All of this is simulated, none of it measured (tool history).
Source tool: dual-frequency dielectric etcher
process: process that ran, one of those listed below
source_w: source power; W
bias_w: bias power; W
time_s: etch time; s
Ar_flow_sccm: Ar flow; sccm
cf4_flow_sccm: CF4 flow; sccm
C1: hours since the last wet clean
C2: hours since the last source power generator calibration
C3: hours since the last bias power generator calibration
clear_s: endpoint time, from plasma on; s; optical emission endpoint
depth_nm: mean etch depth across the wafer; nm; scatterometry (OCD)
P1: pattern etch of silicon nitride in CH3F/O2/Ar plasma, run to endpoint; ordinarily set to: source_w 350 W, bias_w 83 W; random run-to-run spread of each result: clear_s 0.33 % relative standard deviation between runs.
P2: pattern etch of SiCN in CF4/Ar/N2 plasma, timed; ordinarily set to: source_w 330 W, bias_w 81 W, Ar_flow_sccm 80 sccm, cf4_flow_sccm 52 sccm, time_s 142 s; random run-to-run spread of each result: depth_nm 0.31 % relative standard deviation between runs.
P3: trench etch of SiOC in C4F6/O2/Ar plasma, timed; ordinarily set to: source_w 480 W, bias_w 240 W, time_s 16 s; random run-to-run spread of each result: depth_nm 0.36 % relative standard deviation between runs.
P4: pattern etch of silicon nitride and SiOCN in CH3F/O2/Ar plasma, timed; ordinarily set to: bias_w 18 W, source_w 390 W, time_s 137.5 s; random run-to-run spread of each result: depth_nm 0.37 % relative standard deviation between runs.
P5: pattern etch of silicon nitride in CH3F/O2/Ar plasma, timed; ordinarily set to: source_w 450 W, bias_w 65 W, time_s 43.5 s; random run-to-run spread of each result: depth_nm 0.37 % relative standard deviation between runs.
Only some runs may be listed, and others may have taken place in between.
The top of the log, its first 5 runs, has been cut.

{"run": 6, "hour": 45.2, "process": "P1", "source_w": 350, "bias_w": 83, "C1": 466.4, "C2": 1115.4, "C3": 1595.8, "clear_s": 50.308}
{"run": 7, "hour": 52.7, "process": "P4", "source_w": 390, "bias_w": 15, "time_s": 137.5, "C1": 473.9, "C2": 1122.9, "C3": 1603.3, "depth_nm": 15.911}
{"run": 8, "hour": 61.0, "process": "P1", "source_w": 350, "bias_w": 50, "C1": 482.2, "C2": 1131.2, "C3": 1611.6, "clear_s": 59.639}
{"run": 9, "hour": 66.2, "process": "P2", "source_w": 200, "bias_w": 81, "time_s": 142, "Ar_flow_sccm": 80, "cf4_flow_sccm": 52, "C1": 487.4, "C2": 1136.4, "C3": 1616.8, "depth_nm": 62.874}
{"run": 10, "hour": 73.9, "process": "P1", "source_w": 350, "bias_w": 104, "C1": 495.1, "C2": 1144.1, "C3": 1624.5, "clear_s": 46.389}
{"run": 11, "hour": 82.3, "process": "P1", "source_w": 350, "bias_w": 83, "C1": 503.5, "C2": 1152.5, "C3": 1632.9, "clear_s": 50.628}
{"hour": 85.0, "done": "bias power generator calibrated"}
{"run": 12, "hour": 91.9, "process": "P1", "source_w": 230, "bias_w": 68, "C1": 513.1, "C2": 1162.1, "C3": 7, "clear_s": 63.906}
{"run": 13, "hour": 101.3, "process": "P3", "source_w": 480, "bias_w": 165, "time_s": 16, "C1": 522.5, "C2": 1171.5, "C3": 16.4, "depth_nm": 33.84}
{"run": 14, "hour": 111.5, "process": "P2", "source_w": 330, "bias_w": 107, "time_s": 142, "Ar_flow_sccm": 80, "cf4_flow_sccm": 52, "C1": 532.7, "C2": 1181.7, "C3": 26.6, "depth_nm": 107.75}
{"run": 15, "hour": 118.5, "process": "P1", "source_w": 430, "bias_w": 83, "C1": 539.7, "C2": 1188.7, "C3": 33.6, "clear_s": 46.573}
{"run": 16, "hour": 126.2, "process": "P2", "source_w": 330, "bias_w": 81, "time_s": 93, "Ar_flow_sccm": 80, "cf4_flow_sccm": 52, "C1": 547.4, "C2": 1196.4, "C3": 41.3, "depth_nm": 63.371}
{"run": 17, "hour": 131.2, "process": "P1", "source_w": 350, "bias_w": 83, "C1": 552.4, "C2": 1201.4, "C3": 46.3, "clear_s": 50.552}
{"run": 18, "hour": 138.3, "process": "P1", "source_w": 490, "bias_w": 113, "C1": 559.5, "C2": 1208.5, "C3": 53.4, "clear_s": 39.771}
{"run": 19, "hour": 143.2, "process": "P1", "source_w": 350, "bias_w": 83, "C1": 564.4, "C2": 1213.4, "C3": 58.3, "clear_s": 50.745}
{"run": 20, "hour": 148.1, "process": "P4", "source_w": 230, "bias_w": 18, "time_s": 137.5, "C1": 569.3, "C2": 1218.3, "C3": 63.2, "depth_nm": 14.266}
{"run": 21, "hour": 157.6, "process": "P4", "source_w": 390, "bias_w": 18, "time_s": 168, "C1": 578.8, "C2": 1227.8, "C3": 72.7, "depth_nm": 20.884}
{"run": 22, "hour": 162.4, "process": "P2", "source_w": 330, "bias_w": 81, "time_s": 142, "Ar_flow_sccm": 80, "cf4_flow_sccm": 52, "C1": 583.6, "C2": 1232.6, "C3": 77.5, "depth_nm": 96.774}
{"run": 23, "hour": 167.1, "process": "P5", "source_w": 450, "bias_w": 65, "time_s": 43.5, "C1": 588.3, "C2": 1237.3, "C3": 82.2, "depth_nm": 30.094}
{"run": 24, "hour": 177.0, "process": "P5", "source_w": 560, "bias_w": 65, "time_s": 43.5, "C1": 598.2, "C2": 1247.2, "C3": 92.1, "depth_nm": 33.137}
{"run": 25, "hour": 186.1, "process": "P4", "source_w": 390, "bias_w": 18, "time_s": 137.5, "C1": 607.3, "C2": 1256.3, "C3": 101.2, "depth_nm": 17.125}
{"run": 26, "hour": 192.4, "process": "P5", "source_w": 450, "bias_w": 47, "time_s": 43.5, "C1": 613.6, "C2": 1262.6, "C3": 107.5, "depth_nm": 27.388}
{"run": 27, "hour": 200.7, "process": "P2", "source_w": 330, "bias_w": 81, "time_s": 142, "Ar_flow_sccm": 112, "cf4_flow_sccm": 52, "C1": 621.9, "C2": 1270.9, "C3": 115.8, "depth_nm": 92.247}

What will run 28 give?
{"run": 28, "hour": 207.7, "process": "P3", "source_w": 480, "bias_w": 240, "time_s": 16, "C1": 628.9, "C2": 1277.9, "C3": 122.8, "depth_nm": "?"}

{"run 28": {"depth_nm": 38.112}}
